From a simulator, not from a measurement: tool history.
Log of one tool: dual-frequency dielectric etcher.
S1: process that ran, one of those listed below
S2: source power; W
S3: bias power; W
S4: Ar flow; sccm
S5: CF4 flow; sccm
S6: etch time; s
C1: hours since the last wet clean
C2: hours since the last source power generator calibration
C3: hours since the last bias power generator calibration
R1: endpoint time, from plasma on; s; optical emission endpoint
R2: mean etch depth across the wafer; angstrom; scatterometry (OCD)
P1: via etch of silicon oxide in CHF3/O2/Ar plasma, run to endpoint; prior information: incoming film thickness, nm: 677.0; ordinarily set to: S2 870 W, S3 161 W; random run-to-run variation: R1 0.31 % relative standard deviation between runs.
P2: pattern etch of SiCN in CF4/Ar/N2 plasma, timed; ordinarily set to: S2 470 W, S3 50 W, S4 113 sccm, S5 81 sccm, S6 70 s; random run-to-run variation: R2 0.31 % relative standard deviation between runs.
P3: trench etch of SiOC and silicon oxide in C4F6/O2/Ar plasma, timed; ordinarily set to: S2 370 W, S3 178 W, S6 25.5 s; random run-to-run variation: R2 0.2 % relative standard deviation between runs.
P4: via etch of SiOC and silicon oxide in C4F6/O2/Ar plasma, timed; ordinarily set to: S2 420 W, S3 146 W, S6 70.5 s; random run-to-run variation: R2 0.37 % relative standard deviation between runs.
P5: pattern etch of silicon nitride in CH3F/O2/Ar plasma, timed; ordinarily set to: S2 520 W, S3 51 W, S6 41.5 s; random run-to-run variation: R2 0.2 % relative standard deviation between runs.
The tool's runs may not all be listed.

run	day	S1	S2	S3	S4	S5	S6	C1	C2	C3	R1	R2
1	0.429	P1	870	161				279.7	867	873.9	310.25	
2	1.104	P2	280	50	113	81	70	295.9	883.2	890.1		337.7
3	1.862	P1	600	161				314.1	901.4	908.3	357.35	
4	2.317	P1	870	161				325	912.3	919.2	309.65	
5	2.679	P4	420	146			70.5	333.7	921	927.9		751.65
6	3.408	P5	520	51			62.5	351.2	938.5	945.4		420.12
7	3.779	P3	370	251			25.5	360.1	947.4	954.3		555.31
8	4.183	P5	520	51			41.5	369.8	957.1	964		279.17
9	4.888	P2	470	66	113	81	70	386.7	974	980.9		582.66
10	5.521	P4	580	146			70.5	401.9	989.2	996.1		860.48
11	5.929	P1	870	161				411.7	999	1005.9	309.41	
# day 6.475: wet clean of the chamber
12	6.725	P4	420	146			44	6.1	1018.1	1025		469.59
13	7.279	P1	870	161				19.4	1031.4	1038.3	307.68	
14	7.688	P1	650	188				29.2	1041.2	1048.1	327.79	
15	8.417	P1	870	161				46.7	1058.7	1065.6	309.02	
16	9.188	P3	370	178			18	65.2	1077.2	1084.1		348.62
17	9.604	P3	460	178			25.5	75.2	1087.2	1094.1		538.9
18	10.3	P1	870	190				91.9	1103.9	1110.8	293.08	
19	11.042	P1	870	161				109.7	1121.7	1128.6	307.18	
20	11.804	P4	420	146			70.5	128	1140	1146.9		760.33
21	12.158	P5	520	41			41.5	136.5	1148.5	1155.4		261.89
22	12.692	P5	730	51			41.5	149.3	1161.3	1168.2		319.02
23	13.292	P3	370	178			25.5	163.7	1175.7	1182.6		494.09
24	13.771	P1	590	113				175.2	1187.2	1194.1	400.41	
25	14.192	P2	470	50	86	81	70	185.3	1197.3	1204.2		559.01
26	14.767	P2	470	50	113	104	70	199.1	1211.1	1218		557.19
27	15.25	P4	420	185			70.5	210.7	1222.7	1229.6		813.23
28	15.862	P2	470	50	113	81	98	225.4	1237.4	1244.3		747.24
29	16.446	P1	870	108				239.4	1251.4	1258.3	348.7	
30	16.938	P2	470	50	113	81	70	251.2	1263.2	1270.1		529.86
31	17.592	P1	1050	161				266.9	1278.9	1285.8	286.97	
32	18.112	P5	520	51			41.5	279.4	1291.4	1298.3		278.63
33	18.646	P1	870	161				292.2	1304.2	1311.1	305.94	
34	19.362	P1	870	161				309.4	1321.4	1328.3	306.87	
35	20	P1	870	161				324.7	1336.7	1343.6	303.6	
36	20.592	P1	870	161				338.9	1350.9	1357.8	305.69	
# day 20.767: wet clean of the chamber
37	21.021	P1	870	161				6.2	1361.2	1368.1	301.87	
38	21.421	P1	870	161				15.8	1370.8	1377.7	303.21	
39	21.988	P1	870	161				29.4	1384.4	1391.3	303.14	

The output of P1 has drifted from where it used to be. Each of the 2 causes below, taken at the size shown beside it, accounts for the log equally well:
A: source power that arrives over what is set, % = 4.01
B: bias power that arrives over what is set, % = 4.86
Creep in the process output first set in at about day 18.646.
Excluded causes, each with its reason:
chamber walls in a state that raises the etch rate, %: serviced at day 20.767, after the change had begun; the process did not return to its earlier output

4 check runs are offered, each on 2 wafers whose results are averaged, their results left as question marks. Which one tells the causes apart?
check 1	22.554	P3	450	178			18.5					?
check 2	22.554	P2	470	50	113	93	93.5					?
check 3	22.554	P5	710	51			41.5					?
check 4	22.554	P4	420	178			49					?

Outcome of each check run for each possible cause:
check	result	if A	if B
check 1	R2	393.48	393.31
check 2	R2	756.14	740.98
check 3	R2	320.73	320.31
check 4	R2	568.15	568.15
Per check, the gap between the least separated pair of causes, taken in the result that splits them most: check 1 0.04 %; check 2 2.03 %; check 3 0.13 %; check 4 0 %
Check 2 distinguishes between the causes, while the remaining checks would return nearly the same result for all of them.

After running check 2, the following was obtained: R2 757.7 angstrom. Which cause does this point to?

The correct cause is A, namely: source power that arrives over what is set, %.

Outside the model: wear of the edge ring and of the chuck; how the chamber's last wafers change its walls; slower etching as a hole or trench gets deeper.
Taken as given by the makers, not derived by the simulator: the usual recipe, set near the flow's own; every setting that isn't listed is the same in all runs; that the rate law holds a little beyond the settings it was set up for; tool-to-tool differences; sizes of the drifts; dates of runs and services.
